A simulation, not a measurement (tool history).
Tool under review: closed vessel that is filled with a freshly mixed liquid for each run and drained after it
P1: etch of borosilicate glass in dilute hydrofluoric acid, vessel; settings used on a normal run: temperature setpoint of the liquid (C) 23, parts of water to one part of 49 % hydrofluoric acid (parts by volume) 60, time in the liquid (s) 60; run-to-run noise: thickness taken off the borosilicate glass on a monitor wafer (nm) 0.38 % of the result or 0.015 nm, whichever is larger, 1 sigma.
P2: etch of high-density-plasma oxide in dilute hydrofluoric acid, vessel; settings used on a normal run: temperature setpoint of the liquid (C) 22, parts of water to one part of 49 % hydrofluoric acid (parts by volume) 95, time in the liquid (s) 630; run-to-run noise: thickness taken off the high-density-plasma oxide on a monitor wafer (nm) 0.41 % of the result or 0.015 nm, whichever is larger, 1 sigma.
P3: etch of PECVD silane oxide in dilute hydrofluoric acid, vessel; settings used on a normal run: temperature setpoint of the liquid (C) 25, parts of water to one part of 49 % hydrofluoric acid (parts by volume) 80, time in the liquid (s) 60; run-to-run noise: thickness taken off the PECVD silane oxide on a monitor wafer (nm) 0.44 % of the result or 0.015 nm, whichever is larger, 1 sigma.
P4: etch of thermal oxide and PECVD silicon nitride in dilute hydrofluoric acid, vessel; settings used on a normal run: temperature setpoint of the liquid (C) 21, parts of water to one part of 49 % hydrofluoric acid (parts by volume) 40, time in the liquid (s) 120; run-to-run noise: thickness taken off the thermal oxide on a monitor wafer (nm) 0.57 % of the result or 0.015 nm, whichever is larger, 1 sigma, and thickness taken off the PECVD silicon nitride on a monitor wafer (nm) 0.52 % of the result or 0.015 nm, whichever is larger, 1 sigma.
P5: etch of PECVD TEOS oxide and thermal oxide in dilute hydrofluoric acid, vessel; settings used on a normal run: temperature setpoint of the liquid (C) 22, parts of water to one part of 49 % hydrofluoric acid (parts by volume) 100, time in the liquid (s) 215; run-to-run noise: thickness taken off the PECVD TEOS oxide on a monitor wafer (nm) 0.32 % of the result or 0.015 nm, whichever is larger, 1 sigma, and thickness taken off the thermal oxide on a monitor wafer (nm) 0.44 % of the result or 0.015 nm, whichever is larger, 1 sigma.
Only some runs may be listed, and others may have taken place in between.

run   hour  process that ran  temperature setpoint of the liquid (C)  parts of water to one part of 49 % hydrofluoric acid (parts by volume)  time in the liquid (s)  hours since the thermometer was replaced  hours since the hydrofluoric acid flow meter was replaced  thickness taken off the borosilicate glass on a monitor wafer (nm)  thickness taken off the thermal oxide on a monitor wafer (nm)  thickness taken off the PECVD silicon nitride on a monitor wafer (nm)  thickness taken off the PECVD TEOS oxide on a monitor wafer (nm)  thickness taken off the PECVD silane oxide on a monitor wafer (nm)  thickness taken off the high-density-plasma oxide on a monitor wafer (nm)
  1   15.3                P1                                      23                                                                      60                      60                                    1583.3                                                     1743.6                                                              38.687
  2   29.5                P1                                      23                                                                      60                      85                                    1597.5                                                     1757.8                                                              55.103
  3   45.5                P4                                      21                                                                      40                     120                                    1613.5                                                     1773.8                                                                                                                             12.203                                                                 6.6095
  4   63.7                P5                                      22                                                                     100                     365                                    1631.7                                                       1792                                                                                                                             16.409                                                                                                                                   72.778
        68  -- hydrofluoric acid flow meter replaced
  5   72.4                P3                                      25                                                                      80                     100                                    1640.4                                                        4.5                                                                                                                                                                                                                                                                                                                                          57.482
  6   86.1                P1                                      18                                                                      60                      60                                    1654.1                                                       18.2                                                              31.544
  7  101.8                P4                                      21                                                                      40                     120                                    1669.8                                                       33.9                                                                                                                             12.387                                                                  6.625
  8  114.1                P1                                      23                                                                      60                      60                                    1682.1                                                       46.2                                                              38.809
  9  124.6                P5                                      22                                                                     100                     215                                    1692.6                                                       56.7                                                                                                                              9.788                                                                                                                                   42.835
 10    134                P5                                      22                                                                     145                     215                                      1702                                                       66.1                                                                                                                             6.4084                                                                                                                                   28.231
 11  144.9                P3                                      29                                                                      80                      60                                    1712.9                                                         77                                                                                                                                                                                                                                                                                                                                          40.674
 12  154.2                P4                                      27                                                                      40                     120                                    1722.2                                                       86.3                                                                                                                             15.783                                                                 9.9873
 13  166.8                P2                                      17                                                                      95                     630                                    1734.8                                                       98.9                                                                                                                                                                                                                                                                                                                                                                                                                      25.97
 14  182.9                P5                                      22                                                                     100                     215                                    1750.9                                                        115                                                                                                                             9.8253                                                                                                                                   42.954
 15  200.7                P1                                      23                                                                      60                      60                                    1768.7                                                      132.8                                                              39.001
 16  210.6                P1                                      23                                                                     100                      60                                    1778.6                                                      142.7                                                              22.367
 17  226.3                P1                                      23                                                                      60                      60                                    1794.3                                                      158.4                                                              39.017
 18  240.4                P3                                      25                                                                     120                      60                                    1808.4                                                      172.5                                                                                                                                                                                                                                                                                                                                          21.827
 19  250.1                P4                                      21                                                                      40                      30                                    1818.1                                                      182.2                                                                                                                             3.0897                                                                 1.6321
 20  260.9                P1                                      29                                                                      60                      60                                    1828.9                                                        193                                                              49.569
 21  271.1                P3                                      25                                                                      80                      60                                    1839.1                                                      203.2                                                                                                                                                                                                                                                                                                                                          34.975
 22  280.9                P1                                      23                                                                      60                      60                                    1848.9                                                        213                                                              38.991
 23  291.4                P2                                      22                                                                      45                     630                                    1859.4                                                      223.5                                                                                                                                                                                                                                                                                                                                                                                                                      71.23
 24  303.5                P1                                      23                                                                      20                      60                                    1871.5                                                      235.6                                                              122.52
 25  321.8                P1                                      23                                                                      60                      30                                    1889.8                                                      253.9                                                              19.625
 26  331.7                P2                                      22                                                                      95                     630                                    1899.7                                                      263.8                                                                                                                                                                                                                                                                                                                                                                                                                     31.913
 27  341.4                P1                                    19.5                                                                      60                      95                                    1909.4                                                      273.5                                                              53.847
 28  356.7                P2                                      22                                                                      95                     630                                    1924.7                                                      288.8                                                                                                                                                                                                                                                                                                                                                                                                                     31.954
 29  373.8                P5                                    17.5                                                                     100                     215                                    1941.8                                                      305.9                                                                                                                             8.1017                                                                                                                                   35.739
 30  388.1                P4                                      21                                                                      20                     120                                    1956.1                                                      320.2                                                                                                                             25.577                                                                 12.926
 31  401.2                P1                                      23                                                                      60                      60                                    1969.2                                                      333.3                                                              39.142

Run 32, settings as shown, results not yet in. Your forecast:
 32  409.8                P2                                      22                                                                      95                     215                                    1977.8                                                      341.9                                                                                                                                                                                                                                                                                                                                                                                                                          ?

Run 32 measured thickness taken off the high-density-plasma oxide on a monitor wafer (nm) 10.906.

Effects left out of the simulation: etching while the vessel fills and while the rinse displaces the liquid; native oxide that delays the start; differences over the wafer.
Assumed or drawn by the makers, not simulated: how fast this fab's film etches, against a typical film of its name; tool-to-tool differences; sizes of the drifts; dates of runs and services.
